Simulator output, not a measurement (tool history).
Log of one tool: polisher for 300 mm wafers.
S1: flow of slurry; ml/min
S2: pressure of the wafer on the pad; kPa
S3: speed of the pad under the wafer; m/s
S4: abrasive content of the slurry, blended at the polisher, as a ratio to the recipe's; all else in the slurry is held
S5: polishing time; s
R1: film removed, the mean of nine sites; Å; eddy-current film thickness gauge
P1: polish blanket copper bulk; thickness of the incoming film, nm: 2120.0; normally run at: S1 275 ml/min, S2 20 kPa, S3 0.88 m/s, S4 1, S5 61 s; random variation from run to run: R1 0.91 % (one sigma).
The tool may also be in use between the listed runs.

run,hour,S1,S2,S3,S4,S5,R1
1,8.5,275,20,0.88,1,61,4562.6
2,13.2,165,20,0.88,1,61,4264.4
3,20.9,275,9,0.88,1,61,2069.8
4,26.8,275,20,0.88,0.5,61,3975.3
5,33.6,275,20,0.88,1,61,4591.8
6,42.2,275,20,0.88,1,61,4596.9
7,50.8,275,10.3,0.88,1.35,61,2522.9
8,58.6,275,20,0.88,1,61,4597.6
9,65.9,275,20,0.88,1,93,6994.2
10,70.5,275,26.9,0.88,1,61,6180.1
11,77.7,275,20,0.88,1.5,61,5051.5
12,85.7,275,20,0.88,1.4,92,7314.3
13,91.4,275,20,0.88,1,61,4580.2
14,99.9,275,20,0.66,1,76,4206.2
15,106.5,275,20,0.88,1,61,4655
16,111.9,350,20,0.88,1,61,4623.1
17,115.9,275,20,0.48,1,61,2446.5
18,120.1,275,20,0.88,1,31,2309.8
19,126,275,20,1.38,1,61,7193.9
20,130.5,275,20,0.88,1,61,4555.6
21,139.4,275,20,0.88,1,61,4570.1
22,143.4,275,20,0.88,1,61,4591
23,149.3,275,20,0.88,1,61,4475.8
24,155.5,275,20,0.88,1,61,4453.6
25,161.3,275,20,0.88,1,61,4343.5
26,165.6,275,20,0.88,1,61,4303.3
27,170.3,275,20,0.88,1,61,4334
# hour 171.3: slurry blender recalibrated
# hour 176.2: head pressure recalibrated
28,177.2,275,20,0.88,1,61,4320.9
29,181.2,275,20,0.88,1,61,4371.8
30,189.8,275,20,0.88,1,61,4238
31,195.6,275,20,0.88,1,61,4384.8
32,201,275,20,0.88,1,61,4329.5

What P1 gives has crept away from where it was. These 2 causes fit the log equally well, each at the size given:
A: slurry flow missing at the pad, % = 38
B: removal rate lost through wear of the pad, % = 5.76
The creep began at about hour 139.4.
Why every other cause is out:
head's pressure below its setpoint, %: serviced at hour 176.2, which brought nothing back
abrasive missing from the slurry, %: serviced at hour 171.3, which brought nothing back

4 check runs are offered, each on 5 wafers whose results are averaged, their results left as question marks. Which one tells the causes apart?
check 1,206.4,275,20,0.56,1,61,?
check 2,206.4,275,20,0.88,0.55,35,?
check 3,206.4,275,20,1.22,1,92,?
check 4,206.4,180,20,0.88,0.55,61,?

What each check would give under each cause:
check,result,if A,if B
check 1,R1,2739.9,2740
check 2,R1,2183.4,2183.6
check 3,R1,9002.4,9003
check 4,R1,3513,3615.6
How far apart the two closest causes lie, in the result that separates them most: check 1 0.01 %; check 2 0.01 %; check 3 0.01 %; check 4 2.88 %
Only check 4 tells the causes apart: in the others they would give nearly the same result.

Then check 4 was run and gave: R1 3504.7 Å. Which cause is it?

It is A: slurry flow missing at the pad, %.

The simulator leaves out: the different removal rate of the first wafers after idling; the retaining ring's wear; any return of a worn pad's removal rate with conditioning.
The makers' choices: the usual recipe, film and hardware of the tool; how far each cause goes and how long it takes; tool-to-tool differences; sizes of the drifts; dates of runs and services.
